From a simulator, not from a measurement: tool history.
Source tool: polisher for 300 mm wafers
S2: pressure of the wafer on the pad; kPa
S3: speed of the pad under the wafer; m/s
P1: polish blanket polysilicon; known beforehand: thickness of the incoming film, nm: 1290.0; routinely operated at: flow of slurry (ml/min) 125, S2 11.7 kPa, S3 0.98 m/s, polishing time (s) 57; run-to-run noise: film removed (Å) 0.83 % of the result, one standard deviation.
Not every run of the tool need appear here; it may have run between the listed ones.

{"run": 1, "hour": 15.7, "flow of slurry (ml/min)": 125, "S2": 11.7, "S3": 0.98, "polishing time (s)": 57, "film removed (Å)": 2510.8}
{"run": 2, "hour": 26.8, "flow of slurry (ml/min)": 125, "S2": 11.7, "S3": 0.98, "polishing time (s)": 57, "film removed (Å)": 2542.5}
{"run": 3, "hour": 42.1, "flow of slurry (ml/min)": 125, "S2": 7.6, "S3": 0.98, "polishing time (s)": 57, "film removed (Å)": 1632.3}
{"run": 4, "hour": 54.2, "flow of slurry (ml/min)": 125, "S2": 11.7, "S3": 0.46, "polishing time (s)": 57, "film removed (Å)": 1192.5}
{"run": 5, "hour": 61.2, "flow of slurry (ml/min)": 125, "S2": 11.7, "S3": 1.46, "polishing time (s)": 57, "film removed (Å)": 3769.1}
{"run": 6, "hour": 73.8, "flow of slurry (ml/min)": 175, "S2": 11.7, "S3": 0.98, "polishing time (s)": 57, "film removed (Å)": 2648.1}
{"run": 7, "hour": 84.2, "flow of slurry (ml/min)": 75, "S2": 11.7, "S3": 0.98, "polishing time (s)": 57, "film removed (Å)": 2216.9}
{"run": 8, "hour": 92.6, "flow of slurry (ml/min)": 125, "S2": 16.5, "S3": 0.98, "polishing time (s)": 57, "film removed (Å)": 3486.5}
{"run": 9, "hour": 101.9, "flow of slurry (ml/min)": 125, "S2": 11.7, "S3": 0.98, "polishing time (s)": 78, "film removed (Å)": 3417.4}
{"run": 10, "hour": 111.3, "flow of slurry (ml/min)": 125, "S2": 11.7, "S3": 0.98, "polishing time (s)": 57, "film removed (Å)": 2506.9}
{"run": 11, "hour": 118.6, "flow of slurry (ml/min)": 125, "S2": 11.7, "S3": 0.98, "polishing time (s)": 26, "film removed (Å)": 1146.8}
{"run": 12, "hour": 125.9, "flow of slurry (ml/min)": 125, "S2": 11.7, "S3": 0.98, "polishing time (s)": 57, "film removed (Å)": 2480.2}
{"run": 13, "hour": 140.8, "flow of slurry (ml/min)": 125, "S2": 17.9, "S3": 0.98, "polishing time (s)": 42, "film removed (Å)": 2836.8}
{"run": 14, "hour": 154.2, "flow of slurry (ml/min)": 125, "S2": 11.7, "S3": 0.98, "polishing time (s)": 57, "film removed (Å)": 2522.5}
{"run": 15, "hour": 167.5, "flow of slurry (ml/min)": 125, "S2": 11.7, "S3": 0.98, "polishing time (s)": 57, "film removed (Å)": 2549.8}
{"run": 16, "hour": 176.5, "flow of slurry (ml/min)": 125, "S2": 11.7, "S3": 0.98, "polishing time (s)": 57, "film removed (Å)": 2497.6}
{"run": 17, "hour": 186.4, "flow of slurry (ml/min)": 125, "S2": 11.7, "S3": 0.98, "polishing time (s)": 57, "film removed (Å)": 2455.4}
{"run": 18, "hour": 194.6, "flow of slurry (ml/min)": 125, "S2": 11.7, "S3": 0.98, "polishing time (s)": 57, "film removed (Å)": 2378.4}
{"run": 19, "hour": 202.5, "flow of slurry (ml/min)": 125, "S2": 11.7, "S3": 0.98, "polishing time (s)": 57, "film removed (Å)": 2346.3}
{"run": 20, "hour": 216.3, "flow of slurry (ml/min)": 125, "S2": 11.7, "S3": 0.98, "polishing time (s)": 57, "film removed (Å)": 2330.3}
{"run": 21, "hour": 231.7, "flow of slurry (ml/min)": 125, "S2": 11.7, "S3": 0.98, "polishing time (s)": 57, "film removed (Å)": 2273.9}
{"hour": 233.5, "done": "head pressure recalibrated"}
{"run": 22, "hour": 243.8, "flow of slurry (ml/min)": 125, "S2": 11.7, "S3": 0.98, "polishing time (s)": 57, "film removed (Å)": 2281.0}
{"run": 23, "hour": 254.7, "flow of slurry (ml/min)": 125, "S2": 11.7, "S3": 0.98, "polishing time (s)": 57, "film removed (Å)": 2292.9}
{"run": 24, "hour": 264.9, "flow of slurry (ml/min)": 125, "S2": 11.7, "S3": 0.98, "polishing time (s)": 57, "film removed (Å)": 2335.2}

P1 has crept away from where it was. The log is fitted equally well by each of these 2 causes, at the sizes shown:
A: slurry flow missing at the pad, % = 32.1
B: removal rate lost through wear of the pad, % = 8.97
The process output started creeping at around hour 176.5.
What rules out each remaining cause:
head's pressure below its setpoint, %: serviced at hour 233.5, after the change had begun; the process did not return to its earlier output

4 check runs are offered, each on 2 wafers whose results are averaged, their results left as question marks. Which one tells the causes apart?
{"run": "check 1", "hour": 275.1, "flow of slurry (ml/min)": 125, "S2": 11.7, "S3": 0.48, "polishing time (s)": 26, "film removed (Å)": "?"}
{"run": "check 2", "hour": 275.1, "flow of slurry (ml/min)": 125, "S2": 11.7, "S3": 1.26, "polishing time (s)": 57, "film removed (Å)": "?"}
{"run": "check 3", "hour": 275.1, "flow of slurry (ml/min)": 125, "S2": 11.7, "S3": 1.38, "polishing time (s)": 57, "film removed (Å)": "?"}
{"run": "check 4", "hour": 275.1, "flow of slurry (ml/min)": 75, "S2": 11.7, "S3": 0.98, "polishing time (s)": 70, "film removed (Å)": "?"}

Outcome of each check run for each possible cause:
check=check_1 result=film_removed_(Å) if_A=510.32 if_B=510.42
check=check_2 result=film_removed_(Å) if_A=2936.80 if_B=2937.40
check=check_3 result=film_removed_(Å) if_A=3216.50 if_B=3217.10
check=check_4 result=film_removed_(Å) if_A=2336.40 if_B=2459.70
Separation of the two closest causes in each check, using whichever result separates them best: check 1 0.02 %; check 2 0.02 %; check 3 0.02 %; check 4 5.14 %
Check 4 tells the causes apart: in the others they would give nearly the same result.

Check 4 has now been run. It gave: film removed (Å) 2335.10. Which of the candidate causes is it?

Of the candidate causes, it is A: slurry flow missing at the pad, %.

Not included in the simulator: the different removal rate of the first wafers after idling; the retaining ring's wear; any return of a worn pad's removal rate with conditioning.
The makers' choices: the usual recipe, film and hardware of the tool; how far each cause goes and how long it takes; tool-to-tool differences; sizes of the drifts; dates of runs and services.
